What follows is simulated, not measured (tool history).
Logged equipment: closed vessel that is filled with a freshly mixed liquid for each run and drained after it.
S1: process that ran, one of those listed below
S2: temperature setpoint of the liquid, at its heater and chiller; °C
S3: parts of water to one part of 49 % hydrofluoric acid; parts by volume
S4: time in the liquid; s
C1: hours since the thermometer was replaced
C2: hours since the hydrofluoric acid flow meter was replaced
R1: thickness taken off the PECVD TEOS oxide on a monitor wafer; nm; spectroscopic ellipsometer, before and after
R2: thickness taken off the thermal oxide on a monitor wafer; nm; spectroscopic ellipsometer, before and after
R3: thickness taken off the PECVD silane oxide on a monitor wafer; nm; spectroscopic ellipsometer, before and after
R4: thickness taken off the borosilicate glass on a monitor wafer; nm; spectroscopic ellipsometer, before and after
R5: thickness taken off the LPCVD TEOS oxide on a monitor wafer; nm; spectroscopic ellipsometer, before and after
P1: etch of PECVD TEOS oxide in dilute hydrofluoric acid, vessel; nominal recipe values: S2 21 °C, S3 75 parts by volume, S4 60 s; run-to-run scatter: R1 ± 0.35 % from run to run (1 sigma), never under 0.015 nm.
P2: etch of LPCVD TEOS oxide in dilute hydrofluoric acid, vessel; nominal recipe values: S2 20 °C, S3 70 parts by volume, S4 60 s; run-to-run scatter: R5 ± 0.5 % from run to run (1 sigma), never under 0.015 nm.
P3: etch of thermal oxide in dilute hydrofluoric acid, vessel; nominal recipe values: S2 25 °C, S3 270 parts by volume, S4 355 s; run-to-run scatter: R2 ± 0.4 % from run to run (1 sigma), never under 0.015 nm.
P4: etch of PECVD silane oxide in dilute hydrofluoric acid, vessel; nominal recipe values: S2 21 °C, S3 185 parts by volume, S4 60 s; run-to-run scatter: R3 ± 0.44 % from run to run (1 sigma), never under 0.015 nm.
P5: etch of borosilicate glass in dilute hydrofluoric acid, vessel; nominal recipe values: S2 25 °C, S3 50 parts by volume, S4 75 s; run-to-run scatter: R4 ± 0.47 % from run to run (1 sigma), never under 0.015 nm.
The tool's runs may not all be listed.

run   hour  S1    S2   S3   S4     C1     C2      R1      R2      R3      R4      R5
  1   11.6  P1    21   75   60  275.1  325.5  20.872
  2   19.4  P3    25  415  355  282.9  333.3          3.0128
  3   35.4  P4    21  185   60  298.9  349.3                  10.559
  4   50.5  P4    28  185   60    314  364.4                  13.701
  5     58  P5    25   80   75  321.5  371.9                          30.525
  6   72.4  P1    21   75   30  335.9  386.3  10.419
  7   85.3  P3    25  270  355  348.8  399.2          5.3363
      89.1  -- hydrofluoric acid flow meter replaced
  8   98.7  P1    21   75  100  362.2    9.6   34.65
  9    114  P1    17   75   30  377.5   24.9  8.7817
 10  126.1  P5    25   50   75  389.6     37                          50.588
 11  142.4  P3    25  270  650  405.9   53.3          9.6757
 12  153.4  P2    20   70   60  416.9   64.3                                  41.887
 13  163.8  P1    21   75   60  427.3   74.7  20.862
 14  175.7  P1    21   75   60  439.2   86.6  20.748
 15  189.9  P1    21   75   60  453.4  100.8  20.871
 16  199.8  P4    21   60   60  463.3  110.7                  37.394
 17    213  P2    20   70   60  476.5  123.9                                  41.928
 18    225  P1    21   75   60  488.5  135.9  20.958
 19  238.8  P1    21  120   60  502.3  149.7   12.41
 20  251.7  P5    25   50   30  515.2  162.6                          20.145
 21    262  P1    17   75   60  525.5  172.9  17.741
 22  274.6  P2    20   20   60  538.1  185.5                                  156.12
 23  283.9  P1    21   75   60  547.4  194.8   20.83
     285.1  -- thermometer replaced
 24  295.2  P5    25   50   75   10.2  206.1                          50.569
 25  308.1  P3    31  270  355   23.1    219          6.4244
 26  321.6  P4    21  185  100   36.6  232.5                  17.654
 27  336.1  P2    27   70   60   51.1    247                                  55.469
 28  350.4  P1  28.5   75   60   65.4  261.3  28.406
 29  364.6  P5  18.5   50   75   79.6  275.5                          38.592
 30  378.8  P4    21  185   60   93.8  289.7                  10.598
 31  388.2  P1    21   20   60  103.2  299.1    83.4
 32  402.4  P1    28   30   60  117.4  313.3  73.619
 33  412.5  P2    20   70   30  127.5  323.4                                  20.935
 34  423.8  P1    21   75   60  138.8  334.7  20.877
 35    437  P1    21   75   60    152  347.9  20.218
 36  449.5  P1    21   75   60  164.5  360.4  19.686
 37  461.5  P1    21   75   60  176.5  372.4  19.573
 38  472.2  P1    21   75   60  187.2  383.1  19.355
 39  484.6  P1    21   75   60  199.6  395.5  19.265
 40  498.8  P1    21   75   60  213.8  409.7  19.203
 41  510.6  P1    21   75   60  225.6  421.5  18.997
 42  520.2  P1    21   75   60  235.2  431.1  18.862
 43  529.5  P1    21   75   60  244.5  440.4  18.888
 44  539.1  P1    21   75   60  254.1    450   18.79
 45    553  P1    21   75   60    268  463.9   18.97

P1 no longer gives what it gave before; its output has crept away from where it was. The following 2 causes, each at its listed size, fit the log equally well:
A: liquid colder than its thermometer reads (K) = 2.38
B: hydrofluoric acid flow below the setpoint (%) = 8.7
At approximately hour 423.8, the process output began to creep.

The check runs listed below each take one wafer, and their results are still question marks. Under which run would the listed causes lead to clearly different results?
check 1  566.9  P2    20   40   30                           ?
check 2  566.9  P3  28.5  270  610               ?
check 3  566.9  P5  19.5   50   75                       ?
check 4  566.9  P4    21   80   60                   ?

Expected result of each check under each candidate cause:
  check  result    if A    if B
check 1      R5  34.391  34.638
check 2      R2  9.4459  9.0927
check 3      R4  36.358  36.572
check 4      R3  24.892  24.874
Per-check spread between the two closest causes, in the result where they differ most: check 1 0.72 %; check 2 3.81 %; check 3 0.59 %; check 4 0.07 %
The other checks would show nearly matching results whichever cause is true, so check 2 is the only one that separates the causes.

Here is what check 2 returned: R2 9.4012 nm. Which cause is it?

Of the candidate causes, it is A: liquid colder than its thermometer reads (K).

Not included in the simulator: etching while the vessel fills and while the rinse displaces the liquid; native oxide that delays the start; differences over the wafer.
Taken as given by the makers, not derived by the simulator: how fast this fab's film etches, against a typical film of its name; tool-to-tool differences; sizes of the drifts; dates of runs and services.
